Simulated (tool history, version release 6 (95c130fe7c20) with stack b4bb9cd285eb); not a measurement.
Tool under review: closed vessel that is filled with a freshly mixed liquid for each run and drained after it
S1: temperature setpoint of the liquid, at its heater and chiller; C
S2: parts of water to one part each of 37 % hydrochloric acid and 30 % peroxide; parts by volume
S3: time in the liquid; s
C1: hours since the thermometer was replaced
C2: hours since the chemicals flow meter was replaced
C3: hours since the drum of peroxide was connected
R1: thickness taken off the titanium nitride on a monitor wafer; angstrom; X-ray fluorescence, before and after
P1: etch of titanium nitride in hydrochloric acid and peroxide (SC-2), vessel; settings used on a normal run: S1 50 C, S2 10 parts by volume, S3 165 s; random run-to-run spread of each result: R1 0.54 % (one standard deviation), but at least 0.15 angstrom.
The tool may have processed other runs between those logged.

run 1 day=0.546 | S1=50 S2=10 S3=165 | C1=214.3 C2=965.7 C3=473.8 | R1=58.195
run 2 day=1.054 | S1=50 S2=10 S3=325 | C1=226.5 C2=977.9 C3=486 | R1=114.89
run 3 day=1.679 | S1=35 S2=10 S3=165 | C1=241.5 C2=992.9 C3=501 | R1=20.41
run 4 day=2.192 | S1=50 S2=10 S3=165 | C1=253.8 C2=1005.2 C3=513.3 | R1=58.783
run 5 day=2.625 | S1=65 S2=10 S3=165 | C1=264.2 C2=1015.6 C3=523.7 | R1=151.24
run 6 day=3.025 | S1=50 S2=10 S3=165 | C1=273.8 C2=1025.2 C3=533.3 | R1=58.125
run 7 day=3.492 | S1=50 S2=10 S3=165 | C1=285 C2=1036.4 C3=544.5 | R1=57.742
run 8 day=4.096 | S1=50 S2=18.5 S3=165 | C1=299.5 C2=1050.9 C3=559 | R1=34.64
run 9 day=4.471 | S1=50 S2=10 S3=30 | C1=308.5 C2=1059.9 C3=568 | R1=10.748
run 10 day=4.979 | S1=50 S2=10 S3=165 | C1=320.7 C2=1072.1 C3=580.2 | R1=58.585
run 11 day=5.35 | S1=50 S2=16 S3=300 | C1=329.6 C2=1081 C3=589.1 | R1=70.346
run 12 day=5.721 | S1=50 S2=10 S3=165 | C1=338.5 C2=1089.9 C3=598 | R1=58.373
run 13 day=6.317 | S1=50 S2=4 S3=165 | C1=352.8 C2=1104.2 C3=612.3 | R1=116.64
run 14 day=6.875 | S1=50 S2=7 S3=230 | C1=366.2 C2=1117.6 C3=625.7 | R1=109.32
run 15 day=7.446 | S1=63.5 S2=17 S3=165 | C1=379.9 C2=1131.3 C3=639.4 | R1=88.429
run 16 day=7.921 | S1=50 S2=10 S3=165 | C1=391.3 C2=1142.7 C3=650.8 | R1=58.166
run 17 day=8.392 | S1=50 S2=10 S3=165 | C1=402.6 C2=1154 C3=662.1 | R1=60.014
run 18 day=8.917 | S1=50 S2=10 S3=165 | C1=415.2 C2=1166.6 C3=674.7 | R1=61.657
run 19 day=9.367 | S1=50 S2=10 S3=165 | C1=426 C2=1177.4 C3=685.5 | R1=61.954
run 20 day=9.871 | S1=50 S2=10 S3=165 | C1=438.1 C2=1189.5 C3=697.6 | R1=62.628
run 21 day=10.35 | S1=50 S2=10 S3=165 | C1=449.6 C2=1201 C3=709.1 | R1=62.995
run 22 day=10.967 | S1=50 S2=10 S3=165 | C1=464.4 C2=1215.8 C3=723.9 | R1=62.96
run 23 day=11.554 | S1=50 S2=10 S3=165 | C1=478.5 C2=1229.9 C3=738 | R1=63.035
run 24 day=12.083 | S1=50 S2=10 S3=165 | C1=491.2 C2=1242.6 C3=750.7 | R1=63.686
run 25 day=12.521 | S1=50 S2=10 S3=165 | C1=501.7 C2=1253.1 C3=761.2 | R1=63.279

Compared with where it was, what P1 gives has crept away. Each cause listed below fits the log as well as the rest, at the size given for it:
A: liquid hotter than its thermometer reads (K) = 1.28
B: chemicals flow above the setpoint (%) = 10.8
Onset of the creep was near day 7.921.
Excluded causes, each with its reason:
peroxide weaker than its label (%): cannot exceed 8; that much would move R1 by -7.4 %, which falls short of the creep or goes against it

Which of the check runs below tells the causes apart, meaning the causes would give it clearly different results? Each run uses 3 wafers whose results are averaged, and each result is shown as a question mark.
run check 1 day=12.958 | S1=50 S2=17 S3=50 | R1=?
run check 2 day=12.958 | S1=35 S2=4 S3=165 | R1=?
run check 3 day=12.958 | S1=63.5 S2=10 S3=320 | R1=?
run check 4 day=12.958 | S1=50 S2=17.5 S3=30 | R1=?

What every check run would give for each of its results, assuming each possible cause in turn:
check=check_1 result=R1 if_A=12.152 if_B=12.228
check=check_2 result=R1 if_A=44.87 if_B=43.707
check=check_3 result=R1 if_A=290.24 if_B=292.11
check=check_4 result=R1 if_A=7.1045 if_B=7.1511
Distance between the nearest two causes, measured in the result of the check that separates them most: check 1 0.62 %; check 2 2.63 %; check 3 0.64 %; check 4 0.65 %
Check 2 distinguishes between the causes, while the remaining checks would return nearly the same result for all of them.

Then check 2 was run and gave: R1 44.994 angstrom. Which cause is it?

Of the candidate causes, it is A: liquid hotter than its thermometer reads (K).
